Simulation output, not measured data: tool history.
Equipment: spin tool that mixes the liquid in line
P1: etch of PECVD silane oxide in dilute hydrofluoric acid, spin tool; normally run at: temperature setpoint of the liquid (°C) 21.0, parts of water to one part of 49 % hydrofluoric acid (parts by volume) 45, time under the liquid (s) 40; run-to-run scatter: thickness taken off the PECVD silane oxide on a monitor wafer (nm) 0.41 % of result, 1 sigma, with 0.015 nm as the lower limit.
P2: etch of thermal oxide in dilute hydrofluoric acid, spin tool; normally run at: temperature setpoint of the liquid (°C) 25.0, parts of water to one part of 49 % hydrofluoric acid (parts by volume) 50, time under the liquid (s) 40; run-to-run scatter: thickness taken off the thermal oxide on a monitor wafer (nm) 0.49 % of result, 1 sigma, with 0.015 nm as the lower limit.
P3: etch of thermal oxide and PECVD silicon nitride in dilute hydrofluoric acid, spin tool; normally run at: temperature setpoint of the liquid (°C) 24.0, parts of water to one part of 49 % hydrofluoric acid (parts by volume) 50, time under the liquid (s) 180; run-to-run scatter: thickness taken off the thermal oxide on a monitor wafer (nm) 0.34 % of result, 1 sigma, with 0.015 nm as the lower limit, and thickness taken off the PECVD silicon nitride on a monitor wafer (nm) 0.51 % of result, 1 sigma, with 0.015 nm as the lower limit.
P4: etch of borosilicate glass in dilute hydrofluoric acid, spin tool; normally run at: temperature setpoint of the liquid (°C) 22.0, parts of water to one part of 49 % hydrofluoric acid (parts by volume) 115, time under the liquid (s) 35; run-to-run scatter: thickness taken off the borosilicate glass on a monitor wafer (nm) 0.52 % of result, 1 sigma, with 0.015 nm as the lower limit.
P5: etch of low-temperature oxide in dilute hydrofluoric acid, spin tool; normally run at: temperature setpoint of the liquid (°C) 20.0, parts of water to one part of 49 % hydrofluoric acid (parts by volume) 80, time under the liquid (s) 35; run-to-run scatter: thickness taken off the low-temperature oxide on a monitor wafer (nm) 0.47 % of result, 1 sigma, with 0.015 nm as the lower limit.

| run | hour | process that ran | temperature setpoint of the liquid (°C) | parts of water to one part of 49 % hydrofluoric acid (parts by volume) | time under the liquid (s) | hours since the thermometer was replaced | hours since the hydrofluoric acid flow meter was replaced | thickness taken off the PECVD silane oxide on a monitor wafer (nm) | thickness taken off the thermal oxide on a monitor wafer (nm) | thickness taken off the PECVD silicon nitride on a monitor wafer (nm) | thickness taken off the low-temperature oxide on a monitor wafer (nm) | thickness taken off the borosilicate glass on a monitor wafer (nm) |
|---|---|---|---|---|---|---|---|---|---|---|---|---|
| 1 | 3.1 | P1 | 21.0 | 45 | 40 | 266.4 | 1091.2 | 32.116 |  |  |  |  |
| 2 | 6.0 | P1 | 27.0 | 45 | 40 | 269.3 | 1094.1 | 41.081 |  |  |  |  |
| 3 | 10.0 | P1 | 17.0 | 45 | 70 | 273.3 | 1098.1 | 47.339 |  |  |  |  |
| 4 | 13.9 | P3 | 24.0 | 20 | 180 | 277.2 | 1102.0 |  | 47.4990 | 14.8050 |  |  |
| 5 | 18.3 | P5 | 20.0 | 80 | 35 | 281.6 | 1106.4 |  |  |  | 7.7911 |  |
| 6 | 20.6 | P3 | 24.0 | 50 | 365 | 283.9 | 1108.7 |  | 37.0070 | 12.3760 |  |  |
| 7 | 25.1 | P2 | 25.0 | 50 | 80 | 288.4 | 1113.2 |  | 8.6305 |  |  |  |
| 8 | 28.6 | P2 | 25.0 | 50 | 40 | 291.9 | 1116.7 |  | 4.3139 |  |  |  |
| 9 | 33.6 | P5 | 20.0 | 80 | 15 | 296.9 | 1121.7 |  |  |  | 3.3315 |  |
| 10 | 36.9 | P1 | 21.0 | 45 | 40 | 300.2 | 1125.0 | 32.117 |  |  |  |  |
| 11 | 41.8 | P1 | 21.0 | 45 | 60 | 305.1 | 1129.9 | 48.183 |  |  |  |  |
| 12 | 44.2 | P1 | 21.0 | 70 | 40 | 307.5 | 1132.3 | 19.972 |  |  |  |  |
| 13 | 47.5 | P2 | 29.0 | 50 | 40 | 310.8 | 1135.6 |  | 5.0312 |  |  |  |
| 14 | 51.9 | P4 | 22.0 | 115 | 15 | 315.2 | 1140.0 |  |  |  |  | 1.9979 |
| 15 | 57.0 | P1 | 17.0 | 70 | 40 | 320.3 | 1145.1 | 16.934 |  |  |  |  |
| 16 | 61.7 | P1 | 21.0 | 45 | 15 | 325.0 | 1149.8 | 12.080 |  |  |  |  |
| 17 | 64.3 | P3 | 24.0 | 50 | 180 | 327.6 | 1152.4 |  | 18.2630 | 6.0731 |  |  |
| 18 | 68.4 | P1 | 21.0 | 20 | 40 | 331.7 | 1156.5 | 74.909 |  |  |  |  |
| 19 | 71.9 | P2 | 25.0 | 75 | 40 | 335.2 | 1160.0 |  | 2.7459 |  |  |  |
| 20 | 76.9 | P4 | 17.0 | 115 | 35 | 340.2 | 1165.0 |  |  |  |  | 3.7505 |
| 21 | 80.3 | P1 | 21.0 | 45 | 40 | 343.6 | 1168.4 | 31.971 |  |  |  |  |
| 22 | 85.3 | P3 | 31.5 | 50 | 180 | 348.6 | 1173.4 |  | 24.4520 | 9.9044 |  |  |
| 23 | 88.3 | P2 | 25.0 | 50 | 40 | 351.6 | 1176.4 |  | 4.2737 |  |  |  |
| 24 | 90.6 | P3 | 24.0 | 50 | 180 | 353.9 | 1178.7 |  | 18.3660 | 6.0342 |  |  |
| 25 | 94.5 | P4 | 22.0 | 115 | 35 | 357.8 | 1182.6 |  |  |  |  | 4.5982 |
| 26 | 99.1 | P5 | 20.0 | 80 | 35 | 362.4 | 1187.2 |  |  |  | 7.7970 |  |
| 27 | 104.2 | P4 | 22.0 | 190 | 35 | 367.5 | 1192.3 |  |  |  |  | 2.5696 |
| 28 | 109.1 | P1 | 21.0 | 45 | 40 | 372.4 | 1197.2 | 32.082 |  |  |  |  |
| 29 | 112.0 | P1 | 21.0 | 45 | 40 | 375.3 | 1200.1 | 32.206 |  |  |  |  |
| 30 | 115.2 | P1 | 17.0 | 45 | 40 | 378.5 | 1203.3 | 27.193 |  |  |  |  |
| 31 | 117.9 | P5 | 20.0 | 120 | 35 | 381.2 | 1206.0 |  |  |  | 4.9096 |  |
| 32 | 122.6 | P5 | 17.0 | 80 | 35 | 385.9 | 1210.7 |  |  |  | 6.8140 |  |
| 33 | 125.1 | P1 | 21.0 | 45 | 40 | 388.4 | 1213.2 | 31.937 |  |  |  |  |
| 34 | 127.5 | P1 | 21.0 | 45 | 40 | 390.8 | 1215.6 | 31.556 |  |  |  |  |
| 35 | 130.1 | P1 | 21.0 | 45 | 40 | 393.4 | 1218.2 | 31.208 |  |  |  |  |
| 36 | 133.4 | P1 | 21.0 | 45 | 40 | 396.7 | 1221.5 | 30.889 |  |  |  |  |
| 37 | 137.3 | P1 | 21.0 | 45 | 40 | 400.6 | 1225.4 | 30.543 |  |  |  |  |
| 38 | 141.1 | P1 | 21.0 | 45 | 40 | 404.4 | 1229.2 | 30.491 |  |  |  |  |
| 39 | 144.3 | P1 | 21.0 | 45 | 40 | 407.6 | 1232.4 | 30.540 |  |  |  |  |
| 40 | 147.8 | P1 | 21.0 | 45 | 40 | 411.1 | 1235.9 | 30.299 |  |  |  |  |
| 41 | 150.9 | P1 | 21.0 | 45 | 40 | 414.2 | 1239.0 | 30.253 |  |  |  |  |
| 42 | 155.0 | P1 | 21.0 | 45 | 40 | 418.3 | 1243.1 | 30.192 |  |  |  |  |

Run 43 is up next; what results do you expect?
| 43 | 159.4 | P1 | 21.0 | 45 | 40 | 422.7 | 1247.5 | ? |  |  |  |  |

Run 43 measured thickness taken off the PECVD silane oxide on a monitor wafer (nm) 30.442.
